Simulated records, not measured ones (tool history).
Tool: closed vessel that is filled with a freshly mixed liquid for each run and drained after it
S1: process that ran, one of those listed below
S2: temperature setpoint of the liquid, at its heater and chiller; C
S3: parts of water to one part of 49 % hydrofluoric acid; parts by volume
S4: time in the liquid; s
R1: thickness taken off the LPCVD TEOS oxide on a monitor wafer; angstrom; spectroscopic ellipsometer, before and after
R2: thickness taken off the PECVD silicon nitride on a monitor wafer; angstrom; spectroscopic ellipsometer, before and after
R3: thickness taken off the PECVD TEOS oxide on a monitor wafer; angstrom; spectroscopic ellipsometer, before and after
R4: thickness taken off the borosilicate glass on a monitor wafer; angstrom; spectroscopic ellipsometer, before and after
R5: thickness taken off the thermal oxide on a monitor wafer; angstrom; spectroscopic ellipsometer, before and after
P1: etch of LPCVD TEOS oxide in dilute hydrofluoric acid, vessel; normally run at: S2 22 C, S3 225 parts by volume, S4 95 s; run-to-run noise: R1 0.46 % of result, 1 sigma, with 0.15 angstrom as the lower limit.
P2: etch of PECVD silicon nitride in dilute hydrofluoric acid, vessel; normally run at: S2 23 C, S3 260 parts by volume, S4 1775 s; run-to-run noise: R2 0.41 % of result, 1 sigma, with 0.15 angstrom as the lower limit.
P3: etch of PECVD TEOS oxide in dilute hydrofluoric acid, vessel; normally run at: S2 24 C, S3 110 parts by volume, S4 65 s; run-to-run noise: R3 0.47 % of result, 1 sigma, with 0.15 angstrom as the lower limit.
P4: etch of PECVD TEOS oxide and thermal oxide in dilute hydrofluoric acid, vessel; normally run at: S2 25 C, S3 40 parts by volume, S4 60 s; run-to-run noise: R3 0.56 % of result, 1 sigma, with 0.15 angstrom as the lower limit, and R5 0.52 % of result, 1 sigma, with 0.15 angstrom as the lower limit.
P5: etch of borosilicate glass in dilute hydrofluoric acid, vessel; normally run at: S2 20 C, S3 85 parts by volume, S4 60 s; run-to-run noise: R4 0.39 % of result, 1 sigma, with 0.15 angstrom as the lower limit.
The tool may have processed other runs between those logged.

Run 1, hour 10.7: S1 P1, S2 22 C, S3 225 parts by volume, S4 95 s. Result: R1 75.436 angstrom.
Run 2, hour 21.6: S1 P2, S2 23 C, S3 260 parts by volume, S4 1775 s. Result: R2 372.51 angstrom.
Run 3, hour 33.8: S1 P3, S2 24 C, S3 110 parts by volume, S4 30 s. Result: R3 64.079 angstrom.
Run 4, hour 42.7: S1 P1, S2 17 C, S3 225 parts by volume, S4 30 s. Result: R1 19.191 angstrom.
Run 5, hour 48.6: S1 P5, S2 20 C, S3 85 parts by volume, S4 30 s. Result: R4 116.13 angstrom.
Run 6, hour 54.4: S1 P1, S2 22 C, S3 70 parts by volume, S4 165 s. Result: R1 498.74 angstrom.
Run 7, hour 62.9: S1 P1, S2 22 C, S3 55 parts by volume, S4 95 s. Result: R1 370.58 angstrom.
Run 8, hour 71.5: S1 P5, S2 28 C, S3 85 parts by volume, S4 60 s. Result: R4 319.82 angstrom.
Run 9, hour 77.8: S1 P1, S2 22 C, S3 225 parts by volume, S4 95 s. Result: R1 74.991 angstrom.
Run 10, hour 86.8: S1 P4, S2 25 C, S3 40 parts by volume, S4 115 s. Result: R3 497.05 angstrom, R5 155.74 angstrom.
Run 11, hour 93.3: S1 P1, S2 22 C, S3 225 parts by volume, S4 40 s. Result: R1 31.759 angstrom.
Run 12, hour 102.2: S1 P1, S2 22 C, S3 225 parts by volume, S4 140 s. Result: R1 111.06 angstrom.
Run 13, hour 110.1: S1 P1, S2 22 C, S3 225 parts by volume, S4 95 s. Result: R1 74.898 angstrom.
Run 14, hour 116.1: S1 P4, S2 25 C, S3 40 parts by volume, S4 60 s. Result: R3 258.09 angstrom, R5 80.849 angstrom.
Run 15, hour 123: S1 P1, S2 22 C, S3 365 parts by volume, S4 95 s. Result: R1 40.328 angstrom.
Run 16, hour 129.7: S1 P1, S2 22 C, S3 225 parts by volume, S4 95 s. Result: R1 75.514 angstrom.
Run 17, hour 137.6: S1 P1, S2 22 C, S3 225 parts by volume, S4 95 s. Result: R1 75.304 angstrom.
Run 18, hour 148.5: S1 P5, S2 20 C, S3 130 parts by volume, S4 60 s. Result: R4 144.02 angstrom.
Run 19, hour 159.7: S1 P3, S2 24 C, S3 170 parts by volume, S4 65 s. Result: R3 83.973 angstrom.
Run 20, hour 170.7: S1 P4, S2 19 C, S3 40 parts by volume, S4 60 s. Result: R3 201.78 angstrom, R5 62.84 angstrom.
Run 21, hour 181.6: S1 P1, S2 27 C, S3 225 parts by volume, S4 95 s. Result: R1 90.929 angstrom.
Run 22, hour 191.6: S1 P4, S2 25 C, S3 70 parts by volume, S4 60 s. Result: R3 141.33 angstrom, R5 44.294 angstrom.

Predict the results of run 23:
Run 23, hour 201.1: S1 P1, S2 22 C, S3 225 parts by volume, S4 95 s. Result: R1 ?.

{"run 23": {"R1": 74.621}}

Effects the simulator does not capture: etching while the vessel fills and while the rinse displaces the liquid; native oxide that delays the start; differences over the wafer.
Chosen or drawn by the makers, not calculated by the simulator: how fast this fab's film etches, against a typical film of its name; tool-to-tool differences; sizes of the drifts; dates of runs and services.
